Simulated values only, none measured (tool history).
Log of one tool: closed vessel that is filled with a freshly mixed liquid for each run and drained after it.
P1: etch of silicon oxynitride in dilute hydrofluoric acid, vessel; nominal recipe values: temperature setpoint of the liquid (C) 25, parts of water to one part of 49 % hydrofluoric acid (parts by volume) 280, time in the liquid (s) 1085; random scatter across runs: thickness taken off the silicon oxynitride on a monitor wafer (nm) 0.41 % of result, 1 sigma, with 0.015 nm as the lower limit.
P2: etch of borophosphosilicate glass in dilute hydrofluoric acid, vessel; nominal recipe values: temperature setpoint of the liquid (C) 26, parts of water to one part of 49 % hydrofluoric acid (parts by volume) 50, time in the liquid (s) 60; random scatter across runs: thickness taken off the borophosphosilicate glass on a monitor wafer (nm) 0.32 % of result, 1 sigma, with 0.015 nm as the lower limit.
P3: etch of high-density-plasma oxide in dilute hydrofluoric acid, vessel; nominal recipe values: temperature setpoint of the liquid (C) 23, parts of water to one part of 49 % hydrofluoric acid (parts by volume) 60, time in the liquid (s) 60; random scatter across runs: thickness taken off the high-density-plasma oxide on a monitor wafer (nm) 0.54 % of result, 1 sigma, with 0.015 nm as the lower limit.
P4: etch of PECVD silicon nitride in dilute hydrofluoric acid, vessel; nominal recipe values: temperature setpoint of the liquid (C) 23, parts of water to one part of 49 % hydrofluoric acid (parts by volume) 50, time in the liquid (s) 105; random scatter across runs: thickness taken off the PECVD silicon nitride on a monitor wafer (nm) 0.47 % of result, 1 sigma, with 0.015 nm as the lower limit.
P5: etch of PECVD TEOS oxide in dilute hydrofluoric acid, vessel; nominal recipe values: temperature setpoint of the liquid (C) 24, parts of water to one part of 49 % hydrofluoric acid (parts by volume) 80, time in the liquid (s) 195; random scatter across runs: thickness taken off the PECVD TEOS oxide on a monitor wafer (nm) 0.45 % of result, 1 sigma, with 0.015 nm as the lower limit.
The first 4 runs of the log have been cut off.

run   hour  process that ran  temperature setpoint of the liquid (C)  parts of water to one part of 49 % hydrofluoric acid (parts by volume)  time in the liquid (s)  hours since the thermometer was replaced  hours since the hydrofluoric acid flow meter was replaced  thickness taken off the silicon oxynitride on a monitor wafer (nm)  thickness taken off the borophosphosilicate glass on a monitor wafer (nm)  thickness taken off the high-density-plasma oxide on a monitor wafer (nm)  thickness taken off the PECVD TEOS oxide on a monitor wafer (nm)  thickness taken off the PECVD silicon nitride on a monitor wafer (nm)
  5     23                P1                                      20                                                                     280                    1085                                    1038.5                                                      156.3                                                               13.42
  6     27                P5                                      32                                                                      80                     195                                    1042.5                                                      160.3                                                                                                                                                                                                                                                                                      66.885
  7   32.6                P2                                      26                                                                      50                     105                                    1048.1                                                      165.9                                                                                                                                         81.522
  8     38                P5                                      24                                                                      30                     195                                    1053.5                                                      171.3                                                                                                                                                                                                                                                                                      139.78
  9   42.3                P1                                      25                                                                     280                    1085                                    1057.8                                                      175.6                                                              16.676
 10   45.1                P4                                      23                                                                      50                     160                                    1060.6                                                      178.4                                                                                                                                                                                                                                                                                                                                                             10.926
 11   49.5                P4                                      23                                                                      90                     105                                      1065                                                      182.8                                                                                                                                                                                                                                                                                                                                                             4.0244
 12     52                P1                                      25                                                                     445                    1085                                    1067.5                                                      185.3                                                              9.3429
 13   57.6                P3                                      23                                                                      60                      30                                    1073.1                                                      190.9                                                                                                                                                                                                                    5.7543
 14   60.4                P5                                      24                                                                      80                     195                                    1075.9                                                      193.7                                                                                                                                                                                                                                                                                      48.934
 15   64.8                P2                                    33.5                                                                      50                      60                                    1080.3                                                      198.1                                                                                                                                         62.521
 16   67.9                P1                                      25                                                                     280                     340                                    1083.4                                                      201.2                                                              5.2652
 17   70.6                P4                                      17                                                                      50                     105                                    1086.1                                                      203.9                                                                                                                                                                                                                                                                                                                                                             4.7432
 18   74.1                P3                                      23                                                                      35                      60                                    1089.6                                                      207.4                                                                                                                                                                                                                     20.37
 19   77.4                P3                                      30                                                                      60                      60                                    1092.9                                                      210.7                                                                                                                                                                                                                    15.212
 20   82.7                P3                                      23                                                                      60                      60                                    1098.2                                                        216                                                                                                                                                                                                                    11.529
 21   86.8                P5                                      24                                                                      80                      70                                    1102.3                                                      220.1                                                                                                                                                                                                                                                                                      17.585
      90.9  -- hydrofluoric acid flow meter replaced
 22   91.9                P2                                      26                                                                      30                      60                                    1107.4                                                        1.1                                                                                                                                         79.803
 23   96.4                P1                                    33.5                                                                     280                    1085                                    1111.9                                                        5.6                                                              23.639
 24     99                P1                                    20.5                                                                     460                    1085                                    1114.5                                                        8.2                                                              7.5582
 25  102.4                P1                                      25                                                                     280                    1085                                    1117.9                                                       11.6                                                              16.706
 26  105.4                P1                                      25                                                                     280                    1580                                    1120.9                                                       14.6                                                              24.218
 27  108.6                P1                                      25                                                                     155                    1085                                    1124.1                                                       17.8                                                              33.216

Run 28 comes next. What will it give?
 28  113.2                P1                                      19                                                                     115                    1085                                    1128.7                                                       22.4                                                                   ?

{"run 28": {"thickness taken off the silicon oxynitride on a monitor wafer (nm)": 34.539}}
